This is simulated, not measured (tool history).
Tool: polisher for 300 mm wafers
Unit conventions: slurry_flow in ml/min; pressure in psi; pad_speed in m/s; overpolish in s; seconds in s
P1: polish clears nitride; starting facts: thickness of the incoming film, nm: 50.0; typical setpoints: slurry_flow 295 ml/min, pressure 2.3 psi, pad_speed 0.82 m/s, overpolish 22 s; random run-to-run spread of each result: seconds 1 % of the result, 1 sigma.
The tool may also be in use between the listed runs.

| run | hour | slurry_flow | pressure | pad_speed | overpolish | wafers polished on this pad | hours since the slurry nozzle was cleaned | hours since the head pressure was calibrated | seconds |
|---|---|---|---|---|---|---|---|---|---|
| 1 | 5.1 | 295 | 2.3 | 0.82 | 22 | 344 | 60.1 | 330.5 | 70.541 |
| 2 | 8.8 | 295 | 3.5 | 0.82 | 22 | 372 | 63.8 | 334.2 | 46.275 |
| 3 | 14.3 | 295 | 2.3 | 0.82 | 7 | 413 | 69.3 | 339.7 | 71.110 |
| 4 | 18.7 | 370 | 3.0 | 0.82 | 22 | 447 | 73.7 | 344.1 | 54.543 |
| 5 | 23.9 | 295 | 2.3 | 0.82 | 22 | 486 | 78.9 | 349.3 | 71.178 |
| 6 | 29.0 | 295 | 2.3 | 0.82 | 22 | 524 | 84.0 | 354.4 | 70.861 |
| 7 | 33.9 | 295 | 2.3 | 0.82 | 35 | 561 | 88.9 | 359.3 | 72.253 |
| 8 | 37.0 | 295 | 2.3 | 1.10 | 38 | 585 | 92.0 | 362.4 | 53.312 |
| 9 | 40.1 | 175 | 2.3 | 0.82 | 22 | 608 | 95.1 | 365.5 | 75.763 |
| 10 | 45.1 | 295 | 2.3 | 0.82 | 22 | 646 | 100.1 | 370.5 | 70.696 |
| 11 | 48.5 | 295 | 2.3 | 0.82 | 22 | 671 | 103.5 | 373.9 | 73.263 |
| 12 | 51.7 | 295 | 2.3 | 0.48 | 22 | 696 | 106.7 | 377.1 | 120.350 |
| 13 | 57.3 | 295 | 1.5 | 0.82 | 22 | 738 | 112.3 | 382.7 | 110.400 |
| 14 | 62.0 | 295 | 2.3 | 0.82 | 22 | 773 | 117.0 | 387.4 | 71.407 |
| 15 | 66.6 | 295 | 2.3 | 0.82 | 22 | 808 | 121.6 | 392.0 | 71.887 |
| 16 | 70.0 | 295 | 2.3 | 1.14 | 22 | 834 | 125.0 | 395.4 | 51.437 |
| 17 | 75.6 | 460 | 2.3 | 1.04 | 22 | 876 | 130.6 | 401.0 | 54.857 |
| 18 | 78.7 | 420 | 2.3 | 0.82 | 22 | 899 | 133.7 | 404.1 | 69.127 |
| 19 | 82.1 | 295 | 2.3 | 0.82 | 22 | 925 | 137.1 | 407.5 | 72.985 |
| 20 | 85.0 | 295 | 2.3 | 0.82 | 22 | 947 | 140.0 | 410.4 | 72.821 |
| 21 | 88.3 | 295 | 2.3 | 0.82 | 22 | 972 | 143.3 | 413.7 | 72.439 |

Forecast run 22:
|  | 91.5 | head pressure recalibrated |
| 22 | 92.6 | 295 | 2.3 | 0.82 | 22 | 1004 | 147.6 | 1.1 | ? |

seconds: 72.942 s
